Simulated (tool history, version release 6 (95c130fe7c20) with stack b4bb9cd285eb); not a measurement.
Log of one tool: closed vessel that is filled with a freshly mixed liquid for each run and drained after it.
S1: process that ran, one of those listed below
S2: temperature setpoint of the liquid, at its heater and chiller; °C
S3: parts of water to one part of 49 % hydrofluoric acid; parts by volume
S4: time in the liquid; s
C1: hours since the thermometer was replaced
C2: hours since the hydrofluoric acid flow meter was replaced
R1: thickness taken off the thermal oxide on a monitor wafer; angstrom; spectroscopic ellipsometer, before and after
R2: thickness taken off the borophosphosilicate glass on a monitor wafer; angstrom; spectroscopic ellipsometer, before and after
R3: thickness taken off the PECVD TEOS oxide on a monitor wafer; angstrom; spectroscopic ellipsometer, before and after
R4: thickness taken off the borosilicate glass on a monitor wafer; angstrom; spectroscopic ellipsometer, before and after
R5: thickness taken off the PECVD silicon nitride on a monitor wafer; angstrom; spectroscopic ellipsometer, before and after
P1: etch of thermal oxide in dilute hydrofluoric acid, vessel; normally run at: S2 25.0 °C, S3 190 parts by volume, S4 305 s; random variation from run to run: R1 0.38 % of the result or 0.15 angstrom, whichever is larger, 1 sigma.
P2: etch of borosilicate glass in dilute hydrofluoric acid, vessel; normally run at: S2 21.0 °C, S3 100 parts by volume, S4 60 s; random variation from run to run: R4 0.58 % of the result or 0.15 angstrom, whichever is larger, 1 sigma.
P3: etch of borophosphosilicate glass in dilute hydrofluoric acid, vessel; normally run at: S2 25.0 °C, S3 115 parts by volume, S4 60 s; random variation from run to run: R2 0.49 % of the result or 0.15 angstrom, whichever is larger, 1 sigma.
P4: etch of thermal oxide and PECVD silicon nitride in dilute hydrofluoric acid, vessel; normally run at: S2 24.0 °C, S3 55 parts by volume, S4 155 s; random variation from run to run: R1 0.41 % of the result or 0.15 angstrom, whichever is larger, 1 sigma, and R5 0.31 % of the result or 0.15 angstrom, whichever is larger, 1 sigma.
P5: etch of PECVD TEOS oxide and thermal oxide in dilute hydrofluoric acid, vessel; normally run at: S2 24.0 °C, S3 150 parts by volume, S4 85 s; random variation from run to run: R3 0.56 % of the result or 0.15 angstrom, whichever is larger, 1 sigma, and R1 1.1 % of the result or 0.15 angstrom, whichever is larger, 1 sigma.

run,hour,S1,S2,S3,S4,C1,C2,R1,R2,R3,R4,R5
1,10.9,P1,25.0,190,305,720.8,357.6,68.4480,,,,
2,18.9,P3,25.0,115,30,728.8,365.6,,67.285,,,
3,29.8,P1,25.0,190,490,739.7,376.5,109.8900,,,,
4,38.3,P1,29.0,110,305,748.2,385.0,151.1800,,,,
5,47.6,P1,25.0,190,120,757.5,394.3,26.9440,,,,
6,56.8,P1,25.0,95,305,766.7,403.5,152.5300,,,,
7,62.1,P5,24.0,150,85,772.0,408.8,23.5150,,97.466,,
8,72.5,P1,25.0,190,305,782.4,419.2,68.0680,,,,
9,82.2,P3,25.0,115,60,792.1,428.9,,133.950,,,
10,88.4,P1,25.0,190,305,798.3,435.1,68.3210,,,,
11,96.0,P2,17.5,100,60,805.9,442.7,,,,135.140,
12,105.2,P5,17.0,150,85,815.1,451.9,17.8730,,74.695,,
13,116.0,P1,25.0,190,305,825.9,462.7,68.0830,,,,
14,126.6,P1,25.0,265,305,836.5,473.3,44.9840,,,,
15,137.1,P1,30.5,190,305,847.0,483.8,82.5360,,,,
16,148.0,P1,25.0,190,305,857.9,494.7,67.8200,,,,
17,157.9,P4,24.0,55,80,867.8,504.6,71.9220,,,,43.864
18,166.0,P1,29.0,275,305,875.9,512.7,49.5690,,,,
19,171.3,P1,19.5,250,305,881.2,518.0,39.6990,,,,
# hour 172.7: hydrofluoric acid flow meter replaced
20,177.0,P3,25.0,30,60,886.9,4.3,,575.670,,,
21,184.6,P1,17.0,190,305,894.5,11.9,50.4390,,,,
22,195.3,P2,21.0,100,30,905.2,22.6,,,,77.839,
23,203.4,P3,21.5,115,60,913.3,30.7,,117.890,,,
24,211.9,P3,25.0,115,60,921.8,39.2,,134.550,,,
25,219.0,P1,25.0,190,305,928.9,46.3,67.9660,,,,
26,226.0,P2,21.0,100,60,935.9,53.3,,,,157.340,
27,233.5,P4,24.0,55,155,943.4,60.8,139.5800,,,,85.111
28,239.6,P5,24.0,150,30,949.5,66.9,8.7644,,34.644,,
29,246.9,P2,21.0,155,60,956.8,74.2,,,,94.492,
30,255.0,P4,18.0,55,155,964.9,82.3,109.0700,,,,56.244
31,261.0,P5,24.0,90,85,970.9,88.3,43.2730,,176.380,,
32,268.1,P4,24.0,20,155,978.0,95.4,405.7300,,,,226.520
33,273.2,P1,25.0,190,305,983.1,100.5,68.1370,,,,
34,282.5,P1,25.0,190,305,992.4,109.8,66.3980,,,,
35,290.6,P1,25.0,190,305,1000.5,117.9,66.1690,,,,
36,297.7,P1,25.0,190,305,1007.6,125.0,65.3720,,,,
37,304.6,P1,25.0,190,305,1014.5,131.9,65.2020,,,,
38,314.2,P1,25.0,190,305,1024.1,141.5,64.7360,,,,
39,319.3,P1,25.0,190,305,1029.2,146.6,64.5590,,,,
40,329.1,P1,25.0,190,305,1039.0,156.4,64.4070,,,,
41,338.3,P1,25.0,190,305,1048.2,165.6,64.1050,,,,
42,348.4,P1,25.0,190,305,1058.3,175.7,63.9570,,,,
43,357.5,P1,25.0,190,305,1067.4,184.8,64.4150,,,,
44,365.0,P1,25.0,190,305,1074.9,192.3,63.7070,,,,

What P1 gives has crept away from where it was. These 2 causes fit the log equally well, each at the size given:
A: hydrofluoric acid flow below the setpoint (%) = 4.86
B: liquid colder than its thermometer reads (K) = 1.63
The creep began at about hour 273.2.

4 check runs are offered, one wafer each, their results left as question marks. Which one tells the causes apart?
check 1,372.5,P3,25.0,115,60,,,,?,,,
check 2,372.5,P2,21.0,100,60,,,,,,?,
check 3,372.5,P5,24.0,150,85,,,?,,?,,
check 4,372.5,P4,24.0,55,155,,,?,,,,?

What each check would give under each cause:
check,result,if A,if B
check 1,R2,126.950,126.090
check 2,R4,147.620,145.980
check 3,R1,22.7160,22.6180
check 3,R3,93.183,92.782
check 4,R1,133.0800,131.2600
check 4,R5,80.801,75.985
How far apart the two closest causes lie, in the result that separates them most: check 1 0.68 %; check 2 1.12 %; check 3 0.43 %; check 4 6.15 %
Check 4 tells the causes apart: in the others they would give nearly the same result.

Then check 4 was run and gave: R1 133.5300 angstrom; R5 80.708 angstrom. Which cause is it?

It is A: hydrofluoric acid flow below the setpoint (%).
